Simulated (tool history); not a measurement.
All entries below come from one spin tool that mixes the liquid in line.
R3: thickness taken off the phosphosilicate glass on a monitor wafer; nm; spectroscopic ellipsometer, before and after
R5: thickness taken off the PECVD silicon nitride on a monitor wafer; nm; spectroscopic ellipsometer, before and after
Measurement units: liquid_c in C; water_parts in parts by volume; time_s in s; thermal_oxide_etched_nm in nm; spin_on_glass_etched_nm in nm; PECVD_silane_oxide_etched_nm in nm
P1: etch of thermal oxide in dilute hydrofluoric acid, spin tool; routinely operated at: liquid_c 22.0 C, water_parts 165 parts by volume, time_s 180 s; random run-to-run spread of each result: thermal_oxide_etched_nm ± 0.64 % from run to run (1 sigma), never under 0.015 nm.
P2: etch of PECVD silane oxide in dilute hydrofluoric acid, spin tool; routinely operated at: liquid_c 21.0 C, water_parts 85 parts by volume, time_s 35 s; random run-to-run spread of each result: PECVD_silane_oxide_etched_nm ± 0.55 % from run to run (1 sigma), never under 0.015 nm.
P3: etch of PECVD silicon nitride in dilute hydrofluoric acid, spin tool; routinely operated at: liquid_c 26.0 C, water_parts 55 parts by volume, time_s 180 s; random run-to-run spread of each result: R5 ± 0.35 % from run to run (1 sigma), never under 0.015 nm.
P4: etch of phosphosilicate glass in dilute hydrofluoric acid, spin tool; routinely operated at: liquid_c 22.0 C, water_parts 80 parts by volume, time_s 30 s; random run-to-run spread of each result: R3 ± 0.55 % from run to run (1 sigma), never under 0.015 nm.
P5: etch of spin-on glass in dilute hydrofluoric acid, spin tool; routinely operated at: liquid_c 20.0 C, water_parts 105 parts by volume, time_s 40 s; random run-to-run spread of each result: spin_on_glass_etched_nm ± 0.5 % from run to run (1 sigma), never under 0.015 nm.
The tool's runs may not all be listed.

{"run": 1, "day": 0.371, "process": "P1", "liquid_c": 22.0, "water_parts": 165, "time_s": 180, "thermal_oxide_etched_nm": 4.3007}
{"run": 2, "day": 0.817, "process": "P1", "liquid_c": 17.0, "water_parts": 165, "time_s": 180, "thermal_oxide_etched_nm": 3.5548}
{"run": 3, "day": 1.412, "process": "P5", "liquid_c": 20.0, "water_parts": 105, "time_s": 40, "spin_on_glass_etched_nm": 21.071}
{"run": 4, "day": 1.775, "process": "P5", "liquid_c": 20.0, "water_parts": 105, "time_s": 40, "spin_on_glass_etched_nm": 20.942}
{"run": 5, "day": 2.283, "process": "P4", "liquid_c": 17.0, "water_parts": 80, "time_s": 30, "R3": 35.884}
{"run": 6, "day": 2.742, "process": "P2", "liquid_c": 26.5, "water_parts": 85, "time_s": 35, "PECVD_silane_oxide_etched_nm": 10.365}
{"run": 7, "day": 3.125, "process": "P1", "liquid_c": 22.0, "water_parts": 230, "time_s": 180, "thermal_oxide_etched_nm": 2.9088}
{"run": 8, "day": 3.662, "process": "P2", "liquid_c": 21.0, "water_parts": 25, "time_s": 35, "PECVD_silane_oxide_etched_nm": 30.574}
{"run": 9, "day": 4.004, "process": "P1", "liquid_c": 22.0, "water_parts": 165, "time_s": 335, "thermal_oxide_etched_nm": 8.104}
{"run": 10, "day": 4.333, "process": "P2", "liquid_c": 21.0, "water_parts": 85, "time_s": 35, "PECVD_silane_oxide_etched_nm": 8.4065}
{"run": 11, "day": 4.892, "process": "P1", "liquid_c": 22.0, "water_parts": 165, "time_s": 180, "thermal_oxide_etched_nm": 4.3244}
{"run": 12, "day": 5.192, "process": "P1", "liquid_c": 22.0, "water_parts": 95, "time_s": 180, "thermal_oxide_etched_nm": 8.1804}
{"run": 13, "day": 5.671, "process": "P1", "liquid_c": 26.5, "water_parts": 265, "time_s": 180, "thermal_oxide_etched_nm": 2.8476}
{"run": 14, "day": 6.2, "process": "P3", "liquid_c": 26.0, "water_parts": 55, "time_s": 180, "R5": 11.411}
{"run": 15, "day": 6.538, "process": "P1", "liquid_c": 22.0, "water_parts": 165, "time_s": 180, "thermal_oxide_etched_nm": 4.3718}
{"run": 16, "day": 6.854, "process": "P4", "liquid_c": 22.0, "water_parts": 80, "time_s": 60, "R3": 88.244}
{"run": 17, "day": 7.25, "process": "P4", "liquid_c": 22.0, "water_parts": 20, "time_s": 30, "R3": 191.11}
{"run": 18, "day": 7.538, "process": "P3", "liquid_c": 26.0, "water_parts": 55, "time_s": 15, "R5": 0.92991}
{"run": 19, "day": 8.05, "process": "P2", "liquid_c": 21.0, "water_parts": 85, "time_s": 15, "PECVD_silane_oxide_etched_nm": 3.5923}
{"run": 20, "day": 8.6, "process": "P5", "liquid_c": 20.0, "water_parts": 175, "time_s": 40, "spin_on_glass_etched_nm": 11.713}
{"run": 21, "day": 9.021, "process": "P1", "liquid_c": 22.0, "water_parts": 165, "time_s": 15, "thermal_oxide_etched_nm": 0.35841}
{"run": 22, "day": 9.575, "process": "P1", "liquid_c": 28.0, "water_parts": 55, "time_s": 180, "thermal_oxide_etched_nm": 18.893}
{"run": 23, "day": 10.125, "process": "P5", "liquid_c": 20.0, "water_parts": 105, "time_s": 70, "spin_on_glass_etched_nm": 36.671}
{"run": 24, "day": 10.542, "process": "P3", "liquid_c": 26.0, "water_parts": 55, "time_s": 180, "R5": 11.335}
{"run": 25, "day": 10.888, "process": "P1", "liquid_c": 22.0, "water_parts": 165, "time_s": 180, "thermal_oxide_etched_nm": 4.3907}
{"run": 26, "day": 11.333, "process": "P3", "liquid_c": 31.5, "water_parts": 55, "time_s": 180, "R5": 16.241}
{"run": 27, "day": 11.638, "process": "P4", "liquid_c": 22.0, "water_parts": 80, "time_s": 30, "R3": 44.285}
{"run": 28, "day": 12.192, "process": "P1", "liquid_c": 30.0, "water_parts": 165, "time_s": 180, "thermal_oxide_etched_nm": 5.7955}
{"run": 29, "day": 12.592, "process": "P3", "liquid_c": 26.0, "water_parts": 30, "time_s": 180, "R5": 20.423}
{"run": 30, "day": 13.171, "process": "P5", "liquid_c": 25.5, "water_parts": 105, "time_s": 40, "spin_on_glass_etched_nm": 26.374}
{"run": 31, "day": 13.683, "process": "P1", "liquid_c": 22.0, "water_parts": 165, "time_s": 180, "thermal_oxide_etched_nm": 4.3478}
{"run": 32, "day": 13.992, "process": "P1", "liquid_c": 22.0, "water_parts": 165, "time_s": 180, "thermal_oxide_etched_nm": 4.2904}
{"run": 33, "day": 14.279, "process": "P1", "liquid_c": 22.0, "water_parts": 165, "time_s": 180, "thermal_oxide_etched_nm": 4.2438}
{"run": 34, "day": 14.733, "process": "P1", "liquid_c": 22.0, "water_parts": 165, "time_s": 180, "thermal_oxide_etched_nm": 4.19}
{"run": 35, "day": 15.296, "process": "P1", "liquid_c": 22.0, "water_parts": 165, "time_s": 180, "thermal_oxide_etched_nm": 4.1711}
{"run": 36, "day": 15.892, "process": "P1", "liquid_c": 22.0, "water_parts": 165, "time_s": 180, "thermal_oxide_etched_nm": 4.1386}
{"run": 37, "day": 16.362, "process": "P1", "liquid_c": 22.0, "water_parts": 165, "time_s": 180, "thermal_oxide_etched_nm": 4.1165}
{"run": 38, "day": 16.775, "process": "P1", "liquid_c": 22.0, "water_parts": 165, "time_s": 180, "thermal_oxide_etched_nm": 4.0613}
{"run": 39, "day": 17.05, "process": "P1", "liquid_c": 22.0, "water_parts": 165, "time_s": 180, "thermal_oxide_etched_nm": 4.1381}
{"run": 40, "day": 17.446, "process": "P1", "liquid_c": 22.0, "water_parts": 165, "time_s": 180, "thermal_oxide_etched_nm": 4.0631}
{"run": 41, "day": 17.725, "process": "P1", "liquid_c": 22.0, "water_parts": 165, "time_s": 180, "thermal_oxide_etched_nm": 4.0721}
{"run": 42, "day": 18.271, "process": "P1", "liquid_c": 22.0, "water_parts": 165, "time_s": 180, "thermal_oxide_etched_nm": 4.1171}

What P1 gives has crept away from where it was. These 2 causes fit the log equally well, each at the size given:
A: liquid colder than its thermometer reads (K) = 1.65
B: hydrofluoric acid flow below the setpoint (%) = 5.27
At approximately day 13.683, the process output began to creep.

Consider the 4 single-wafer check runs listed below, results given as question marks: which one distinguishes between the causes by giving clearly different results for each?
{"run": "check 1", "day": 18.817, "process": "P4", "liquid_c": 22.0, "water_parts": 80, "time_s": 45, "R3": "?"}
{"run": "check 2", "day": 18.817, "process": "P5", "liquid_c": 25.5, "water_parts": 105, "time_s": 60, "spin_on_glass_etched_nm": "?"}
{"run": "check 3", "day": 18.817, "process": "P2", "liquid_c": 25.5, "water_parts": 50, "time_s": 35, "PECVD_silane_oxide_etched_nm": "?"}
{"run": "check 4", "day": 18.817, "process": "P3", "liquid_c": 31.0, "water_parts": 55, "time_s": 80, "R5": "?"}

How each check would come out, cause by cause:
check=check_1 result=R3 if_A=62.096 if_B=62.625
check=check_2 result=spin_on_glass_etched_nm if_A=36.814 if_B=36.935
check=check_3 result=PECVD_silane_oxide_etched_nm if_A=16.6330 if_B=16.7940
check=check_4 result=R5 if_A=6.27720 if_B=6.61300
Per check, the gap between the least separated pair of causes, taken in the result that splits them most: check 1 0.85 %; check 2 0.33 %; check 3 0.96 %; check 4 5.21 %
Only check 4 tells the causes apart: in the others they would give nearly the same result.

The results of check 4 are: R5 6.28500 nm. Based on these, which of the listed causes is it?

The correct cause is A, namely: liquid colder than its thermometer reads (K).
